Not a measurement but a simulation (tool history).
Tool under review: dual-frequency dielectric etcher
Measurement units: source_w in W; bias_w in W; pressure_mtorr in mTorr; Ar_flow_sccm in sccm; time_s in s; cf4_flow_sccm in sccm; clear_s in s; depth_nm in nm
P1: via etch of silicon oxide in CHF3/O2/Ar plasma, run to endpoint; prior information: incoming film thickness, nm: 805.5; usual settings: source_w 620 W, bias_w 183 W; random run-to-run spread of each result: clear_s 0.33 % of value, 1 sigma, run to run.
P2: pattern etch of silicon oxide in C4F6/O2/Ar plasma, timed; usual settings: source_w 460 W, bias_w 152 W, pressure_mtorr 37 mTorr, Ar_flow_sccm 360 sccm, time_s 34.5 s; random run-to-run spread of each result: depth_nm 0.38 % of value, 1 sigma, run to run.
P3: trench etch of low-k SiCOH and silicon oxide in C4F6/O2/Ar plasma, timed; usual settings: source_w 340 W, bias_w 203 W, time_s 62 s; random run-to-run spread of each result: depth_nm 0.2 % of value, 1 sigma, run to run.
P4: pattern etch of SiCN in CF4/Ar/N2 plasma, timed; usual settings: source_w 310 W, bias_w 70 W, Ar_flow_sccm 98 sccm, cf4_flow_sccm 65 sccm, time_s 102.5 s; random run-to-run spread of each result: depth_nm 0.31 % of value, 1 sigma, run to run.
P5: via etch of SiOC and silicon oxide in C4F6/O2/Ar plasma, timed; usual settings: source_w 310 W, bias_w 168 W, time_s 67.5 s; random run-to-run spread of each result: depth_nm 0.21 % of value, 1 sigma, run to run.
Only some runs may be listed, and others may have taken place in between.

| run | day | process | source_w | bias_w | pressure_mtorr | Ar_flow_sccm | time_s | cf4_flow_sccm | hours since the last wet clean | hours since the last source power generator calibration | hours since the last bias power generator calibration | clear_s | depth_nm |
|---|---|---|---|---|---|---|---|---|---|---|---|---|---|
| 1 | 0.262 | P1 | 620 | 183 |  |  |  |  | 337.9 | 1262.5 | 872.8 | 392.19 |  |
| 2 | 0.571 | P1 | 370 | 236 |  |  |  |  | 345.3 | 1269.9 | 880.2 | 435.41 |  |
| 3 | 1.1 | P2 | 460 | 152 | 37 | 265 | 34.5 |  | 358 | 1282.6 | 892.9 |  | 110.77 |
| 4 | 1.45 | P1 | 620 | 183 |  |  |  |  | 366.4 | 1291 | 901.3 | 392.62 |  |
| 5 | 1.846 | P3 | 340 | 165 |  |  | 62 |  | 375.9 | 1300.5 | 910.8 |  | 183.45 |
| 6 | 2.4 | P1 | 620 | 183 |  |  |  |  | 389.2 | 1313.8 | 924.1 | 390.85 |  |
| 7 | 2.975 | P1 | 620 | 183 |  |  |  |  | 403 | 1327.6 | 937.9 | 392.6 |  |
| 8 | 3.342 | P2 | 460 | 152 | 49 | 360 | 34.5 |  | 411.8 | 1336.4 | 946.7 |  | 103.44 |
| 9 | 3.854 | P4 | 410 | 70 |  | 98 | 102.5 | 65 | 424.1 | 1348.7 | 959 |  | 80.509 |
| 10 | 4.275 | P5 | 310 | 168 |  |  | 67.5 |  | 434.2 | 1358.8 | 969.1 |  | 67.825 |
| 11 | 4.775 | P1 | 470 | 251 |  |  |  |  | 446.2 | 1370.8 | 981.1 | 388.44 |  |
|  | 4.992 | source power generator calibrated |
| 12 | 5.054 | P1 | 620 | 183 |  |  |  |  | 452.9 | 1.6 | 987.8 | 392.31 |  |
| 13 | 5.492 | P2 | 460 | 152 | 37 | 360 | 34.5 |  | 463.4 | 12.1 | 998.3 |  | 106.69 |
| 14 | 5.771 | P2 | 460 | 152 | 37 | 360 | 46 |  | 470.1 | 18.8 | 1005 |  | 143.24 |
| 15 | 6.188 | P1 | 460 | 183 |  |  |  |  | 480.1 | 28.8 | 1015 | 439.85 |  |
| 16 | 6.65 | P4 | 310 | 70 |  | 98 | 65.5 | 65 | 491.2 | 39.9 | 1026.1 |  | 40.373 |
| 17 | 7.196 | P1 | 790 | 138 |  |  |  |  | 504.3 | 53 | 1039.2 | 391.82 |  |
| 18 | 7.762 | P4 | 310 | 70 |  | 98 | 102.5 | 88 | 517.9 | 66.6 | 1052.8 |  | 65.94 |
| 19 | 8.283 | P4 | 310 | 88 |  | 98 | 102.5 | 65 | 530.4 | 79.1 | 1065.3 |  | 68.342 |
| 20 | 8.692 | P2 | 620 | 152 | 37 | 360 | 34.5 |  | 540.2 | 88.9 | 1075.1 |  | 119.83 |
| 21 | 8.946 | P3 | 250 | 203 |  |  | 62 |  | 546.3 | 95 | 1081.2 |  | 174.51 |
| 22 | 9.25 | P5 | 310 | 168 |  |  | 86 |  | 553.6 | 102.3 | 1088.5 |  | 86.16 |
| 23 | 9.617 | P1 | 620 | 183 |  |  |  |  | 562.4 | 111.1 | 1097.3 | 392.3 |  |
| 24 | 10.15 | P1 | 770 | 183 |  |  |  |  | 575.2 | 123.9 | 1110.1 | 361.61 |  |
| 25 | 10.558 | P3 | 340 | 203 |  |  | 62 |  | 585 | 133.7 | 1119.9 |  | 195.51 |
| 26 | 11.133 | P5 | 310 | 200 |  |  | 67.5 |  | 598.8 | 147.5 | 1133.7 |  | 71.968 |
| 27 | 11.383 | P5 | 310 | 168 |  |  | 67.5 |  | 604.8 | 153.5 | 1139.7 |  | 68.004 |
| 28 | 11.95 | P3 | 340 | 203 |  |  | 62 |  | 618.4 | 167.1 | 1153.3 |  | 196.08 |
| 29 | 12.275 | P1 | 620 | 135 |  |  |  |  | 626.2 | 174.9 | 1161.1 | 434.81 |  |
| 30 | 12.592 | P4 | 310 | 70 |  | 63 | 102.5 | 65 | 633.8 | 182.5 | 1168.7 |  | 66.818 |
| 31 | 13.021 | P1 | 620 | 240 |  |  |  |  | 644.1 | 192.8 | 1179 | 355.92 |  |
| 32 | 13.521 | P1 | 620 | 183 |  |  |  |  | 656.1 | 204.8 | 1191 | 393.72 |  |
| 33 | 13.854 | P5 | 250 | 168 |  |  | 67.5 |  | 664.1 | 212.8 | 1199 |  | 62.336 |
| 34 | 14.3 | P2 | 460 | 93 | 37 | 360 | 34.5 |  | 674.8 | 223.5 | 1209.7 |  | 93.277 |
| 35 | 14.558 | P4 | 310 | 70 |  | 98 | 102.5 | 65 | 681 | 229.7 | 1215.9 |  | 62.897 |
| 36 | 14.825 | P3 | 340 | 203 |  |  | 34.5 |  | 687.4 | 236.1 | 1222.3 |  | 109.48 |
| 37 | 15.192 | P1 | 620 | 183 |  |  |  |  | 696.2 | 244.9 | 1231.1 | 390.99 |  |
| 38 | 15.592 | P1 | 620 | 183 |  |  |  |  | 705.8 | 254.5 | 1240.7 | 394.9 |  |
| 39 | 16.154 | P1 | 620 | 183 |  |  |  |  | 719.3 | 268 | 1254.2 | 395.84 |  |
| 40 | 16.675 | P1 | 620 | 183 |  |  |  |  | 731.8 | 280.5 | 1266.7 | 395.38 |  |
| 41 | 17.104 | P1 | 620 | 183 |  |  |  |  | 742.1 | 290.8 | 1277 | 399.45 |  |
| 42 | 17.362 | P1 | 620 | 183 |  |  |  |  | 748.3 | 297 | 1283.2 | 398.04 |  |
| 43 | 17.7 | P1 | 620 | 183 |  |  |  |  | 756.4 | 305.1 | 1291.3 | 396.34 |  |
|  | 17.717 | wet clean of the chamber |
| 44 | 18.262 | P1 | 620 | 183 |  |  |  |  | 13.2 | 318.6 | 1304.8 | 398.34 |  |
| 45 | 18.633 | P1 | 620 | 183 |  |  |  |  | 22.1 | 327.5 | 1313.7 | 395.81 |  |
| 46 | 19.067 | P1 | 620 | 183 |  |  |  |  | 32.5 | 337.9 | 1324.1 | 398.78 |  |
| 47 | 19.583 | P1 | 620 | 183 |  |  |  |  | 44.9 | 350.3 | 1336.5 | 398.29 |  |

P1 has crept away from where it was. The log is fitted equally well by each of these 2 causes, at the sizes shown:
A: bias power that arrives under what is set, % = 4.87
B: source power that arrives under what is set, % = 4.28
The gradual shift began around day 15.192.
Ruled out, with reasons:
chamber walls in a state that lowers the etch rate, %: serviced at day 17.717, after the change had begun; the process did not return to its earlier output

Which of the check runs below tells the causes apart, meaning the causes would give it clearly different results? Each run uses 2 wafers whose results are averaged, and each result is shown as a question mark.
| check 1 | 20.1 | P3 | 340 | 203 |  |  | 62 |  |  |  |  |  | ? |
| check 2 | 20.1 | P4 | 310 | 70 |  | 98 | 102.5 | 65 |  |  |  |  | ? |
| check 3 | 20.1 | P5 | 310 | 168 |  |  | 67.5 |  |  |  |  |  | ? |
| check 4 | 20.1 | P2 | 460 | 152 | 37 | 360 | 34.5 |  |  |  |  |  | ? |

Check results expected under each cause:
| check | result | if A | if B |
|---|---|---|---|
| check 1 | depth_nm | 192.81 | 192.7 |
| check 2 | depth_nm | 61.755 | 60.5 |
| check 3 | depth_nm | 66.673 | 66.615 |
| check 4 | depth_nm | 105.58 | 105.34 |
Smallest distance between any two causes, each pair judged by its most separating result, in per cent: check 1 0.06 %; check 2 2.05 %; check 3 0.09 %; check 4 0.23 %
The other checks would show nearly matching results whichever cause is true, so check 2 is the only one that separates the causes.

Check 2 has now been run. It gave: depth_nm 61.439 nm. Which of the candidate causes is it?

It is A: bias power that arrives under what is set, %.
